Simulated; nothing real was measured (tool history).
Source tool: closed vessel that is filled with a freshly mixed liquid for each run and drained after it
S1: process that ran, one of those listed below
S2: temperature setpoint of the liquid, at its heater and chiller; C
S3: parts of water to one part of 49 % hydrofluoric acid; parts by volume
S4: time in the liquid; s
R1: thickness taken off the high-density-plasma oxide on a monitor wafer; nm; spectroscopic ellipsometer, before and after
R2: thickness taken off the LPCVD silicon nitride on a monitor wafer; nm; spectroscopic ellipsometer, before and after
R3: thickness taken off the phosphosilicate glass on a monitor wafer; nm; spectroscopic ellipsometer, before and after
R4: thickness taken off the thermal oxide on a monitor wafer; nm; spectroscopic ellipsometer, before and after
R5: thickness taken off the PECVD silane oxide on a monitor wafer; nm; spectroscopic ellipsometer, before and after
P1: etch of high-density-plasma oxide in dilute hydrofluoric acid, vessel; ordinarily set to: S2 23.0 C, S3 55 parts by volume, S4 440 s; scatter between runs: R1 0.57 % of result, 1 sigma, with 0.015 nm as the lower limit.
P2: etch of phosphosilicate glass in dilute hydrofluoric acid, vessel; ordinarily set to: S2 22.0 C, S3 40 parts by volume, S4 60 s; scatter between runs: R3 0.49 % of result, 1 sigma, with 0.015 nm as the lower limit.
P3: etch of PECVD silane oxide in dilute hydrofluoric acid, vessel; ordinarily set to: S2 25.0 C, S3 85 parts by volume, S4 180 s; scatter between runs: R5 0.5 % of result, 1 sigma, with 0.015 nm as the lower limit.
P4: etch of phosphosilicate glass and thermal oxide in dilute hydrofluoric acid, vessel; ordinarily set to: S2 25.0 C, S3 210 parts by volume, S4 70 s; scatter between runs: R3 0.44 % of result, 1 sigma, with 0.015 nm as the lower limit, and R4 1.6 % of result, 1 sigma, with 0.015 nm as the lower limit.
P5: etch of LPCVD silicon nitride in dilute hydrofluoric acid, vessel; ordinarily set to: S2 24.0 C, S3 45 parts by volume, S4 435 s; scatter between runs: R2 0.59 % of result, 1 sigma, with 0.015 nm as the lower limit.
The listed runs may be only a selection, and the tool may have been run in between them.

run 1 day=0.254 | S1=P1 S2=23.0 S3=55 S4=440 | R1=42.306
run 2 day=0.446 | S1=P5 S2=24.0 S3=45 S4=435 | R2=4.8957
run 3 day=0.733 | S1=P1 S2=23.0 S3=55 S4=440 | R1=42.192
run 4 day=1.004 | S1=P1 S2=30.0 S3=55 S4=245 | R1=30.864
run 5 day=1.329 | S1=P1 S2=23.0 S3=55 S4=665 | R1=63.527
run 6 day=1.583 | S1=P4 S2=25.0 S3=210 S4=105 | R3=46.212 R4=2.2311
run 7 day=1.742 | S1=P2 S2=17.0 S3=40 S4=60 | R3=104.170
run 8 day=2.038 | S1=P5 S2=24.0 S3=30 S4=435 | R2=7.2744
run 9 day=2.379 | S1=P1 S2=23.0 S3=55 S4=440 | R1=42.196
run 10 day=2.588 | S1=P3 S2=18.5 S3=85 S4=180 | R5=46.303
run 11 day=2.883 | S1=P1 S2=23.0 S3=55 S4=440 | R1=42.440
run 12 day=3.167 | S1=P4 S2=33.0 S3=210 S4=70 | R3=40.995 R4=1.9423
run 13 day=3.367 | S1=P1 S2=23.0 S3=20 S4=440 | R1=121.880
run 14 day=3.596 | S1=P4 S2=25.0 S3=40 S4=70 | R3=200.550 R4=9.2784
run 15 day=3.754 | S1=P2 S2=22.0 S3=40 S4=30 | R3=65.337
run 16 day=3.992 | S1=P1 S2=23.0 S3=55 S4=440 | R1=42.566
run 17 day=4.346 | S1=P1 S2=23.0 S3=75 S4=440 | R1=30.365
run 18 day=4.571 | S1=P5 S2=32.0 S3=45 S4=435 | R2=8.2746
run 19 day=4.912 | S1=P1 S2=31.0 S3=55 S4=440 | R1=58.571
run 20 day=5.262 | S1=P1 S2=23.0 S3=55 S4=440 | R1=42.300
run 21 day=5.471 | S1=P5 S2=24.0 S3=45 S4=625 | R2=7.0792
run 22 day=5.800 | S1=P3 S2=25.0 S3=85 S4=180 | R5=60.676
run 23 day=6.104 | S1=P4 S2=25.0 S3=210 S4=70 | R3=30.890 R4=1.4901
run 24 day=6.304 | S1=P2 S2=22.0 S3=65 S4=60 | R3=77.188
run 25 day=6.483 | S1=P1 S2=19.5 S3=55 S4=440 | R1=36.588
run 26 day=6.729 | S1=P2 S2=22.0 S3=40 S4=60 | R3=129.470
run 27 day=7.071 | S1=P1 S2=23.0 S3=55 S4=440 | R1=42.116
run 28 day=7.371 | S1=P3 S2=25.0 S3=85 S4=60 | R5=20.284
run 29 day=7.646 | S1=P1 S2=23.0 S3=55 S4=110 | R1=10.512
run 30 day=7.817 | S1=P1 S2=23.0 S3=80 S4=720 | R1=46.294
run 31 day=8.158 | S1=P5 S2=24.0 S3=45 S4=435 | R2=4.9146
run 32 day=8.367 | S1=P3 S2=25.0 S3=115 S4=180 | R5=42.894
run 33 day=8.546 | S1=P1 S2=23.0 S3=55 S4=440 | R1=42.391
run 34 day=8.888 | S1=P1 S2=23.0 S3=55 S4=440 | R1=44.393
run 35 day=9.188 | S1=P1 S2=23.0 S3=55 S4=440 | R1=45.642
run 36 day=9.425 | S1=P1 S2=23.0 S3=55 S4=440 | R1=46.002

Run 37 is up next; what results do you expect?
run 37 day=9.583 | S1=P1 S2=23.0 S3=55 S4=440 | R1=?

R1: 45.577 nm
